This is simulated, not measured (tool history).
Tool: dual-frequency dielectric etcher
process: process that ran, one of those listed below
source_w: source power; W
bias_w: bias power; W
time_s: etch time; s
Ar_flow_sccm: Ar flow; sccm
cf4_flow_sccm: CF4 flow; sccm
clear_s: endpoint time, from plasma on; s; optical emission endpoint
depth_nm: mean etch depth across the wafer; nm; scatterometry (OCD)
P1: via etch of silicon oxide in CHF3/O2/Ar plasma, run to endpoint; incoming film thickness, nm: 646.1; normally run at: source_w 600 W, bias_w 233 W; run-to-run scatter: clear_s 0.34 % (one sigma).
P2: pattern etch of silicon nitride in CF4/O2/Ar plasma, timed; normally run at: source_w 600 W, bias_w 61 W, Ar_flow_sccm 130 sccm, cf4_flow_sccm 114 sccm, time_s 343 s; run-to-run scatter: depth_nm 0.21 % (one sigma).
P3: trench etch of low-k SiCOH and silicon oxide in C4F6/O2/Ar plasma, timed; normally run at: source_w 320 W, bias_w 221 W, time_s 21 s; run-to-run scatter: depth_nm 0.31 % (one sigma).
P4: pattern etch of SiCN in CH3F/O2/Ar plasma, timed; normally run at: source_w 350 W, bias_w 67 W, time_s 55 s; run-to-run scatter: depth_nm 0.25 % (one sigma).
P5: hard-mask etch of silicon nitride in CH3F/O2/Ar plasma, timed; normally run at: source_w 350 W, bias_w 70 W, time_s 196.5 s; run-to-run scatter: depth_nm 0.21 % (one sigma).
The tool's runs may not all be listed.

run,hour,process,source_w,bias_w,time_s,Ar_flow_sccm,cf4_flow_sccm,hours since the last wet clean,hours since the last source power generator calibration,hours since the last bias power generator calibration,clear_s,depth_nm
1,9.3,P1,600,233,,,,257,905.7,922.6,305.23,
2,22,P4,350,67,55,,,269.7,918.4,935.3,,19.353
3,28.4,P5,350,70,196.5,,,276.1,924.8,941.7,,132.32
4,39.4,P1,410,192,,,,287.1,935.8,952.7,377.11,
5,50.6,P4,350,67,55,,,298.3,947,963.9,,19.339
6,58.6,P2,600,61,343,130,114,306.3,955,971.9,,842.58
7,65.5,P2,600,42,343,130,114,313.2,961.9,978.8,,734.91
8,77.9,P3,380,221,21,,,325.6,974.3,991.2,,65.453
9,87.7,P1,600,169,,,,335.4,984.1,1001,338.25,
10,93.6,P3,320,147,21,,,341.3,990,1006.9,,53.749
11,104,P2,600,61,494.5,130,114,351.7,1000.4,1017.3,,1215.4
12,114,P4,350,48,55,,,361.7,1010.4,1027.3,,17.192
13,125,P4,240,67,55,,,372.7,1021.4,1038.3,,16.808
14,137,P2,600,61,343,130,114,384.7,1033.4,1050.3,,845.46
15,149.4,P3,320,221,21,,,397.1,1045.8,1062.7,,61.314
16,155.9,P5,350,94,196.5,,,403.6,1052.3,1069.2,,146.59
17,162.6,P5,350,70,108,,,410.3,1059,1075.9,,72.647
18,169.9,P4,350,67,37.5,,,417.6,1066.3,1083.2,,13.204
19,176,P3,320,221,21,,,423.7,1072.4,1089.3,,61.449
20,183.4,P1,600,233,,,,431.1,1079.8,1096.7,304.84,
21,192.4,P1,720,233,,,,440.1,1088.8,1105.7,283.89,
22,204.2,P5,350,70,196.5,,,451.9,1100.6,1117.5,,132.29
23,210.4,P1,600,303,,,,458.1,1106.8,1123.7,276.95,
# hour 215.9: bias power generator calibrated
24,222.5,P1,600,233,,,,470.2,1118.9,6.7,303,
25,231.3,P2,600,61,343,180,114,479,1127.7,15.5,,812.3
26,243.4,P3,320,221,30,,,491.1,1139.8,27.6,,87.355
27,250.8,P2,600,61,343,130,93,498.5,1147.2,35,,825.3
# hour 259: wet clean of the chamber
28,261.8,P5,270,70,196.5,,,2.9,1158.2,46,,120.09
29,272.8,P1,600,233,,,,13.9,1169.2,57,304.63,
30,282.7,P2,440,61,343,130,114,23.8,1179.1,66.9,,647.8
31,288.6,P1,390,233,,,,29.7,1185,72.8,358,
32,301,P1,600,233,,,,42.1,1197.4,85.2,305.18,
33,307.9,P1,600,233,,,,49,1204.3,92.1,303.65,
34,314.9,P1,600,233,,,,56,1211.3,99.1,302.19,
35,322.1,P1,600,233,,,,63.2,1218.5,106.3,301.77,
36,330.4,P1,600,233,,,,71.5,1226.8,114.6,300,

The next listed run, before its measurement:
37,339.5,P1,600,233,,,,80.6,1235.9,123.7,?,

{"run 37": {"clear_s": 298.96}}

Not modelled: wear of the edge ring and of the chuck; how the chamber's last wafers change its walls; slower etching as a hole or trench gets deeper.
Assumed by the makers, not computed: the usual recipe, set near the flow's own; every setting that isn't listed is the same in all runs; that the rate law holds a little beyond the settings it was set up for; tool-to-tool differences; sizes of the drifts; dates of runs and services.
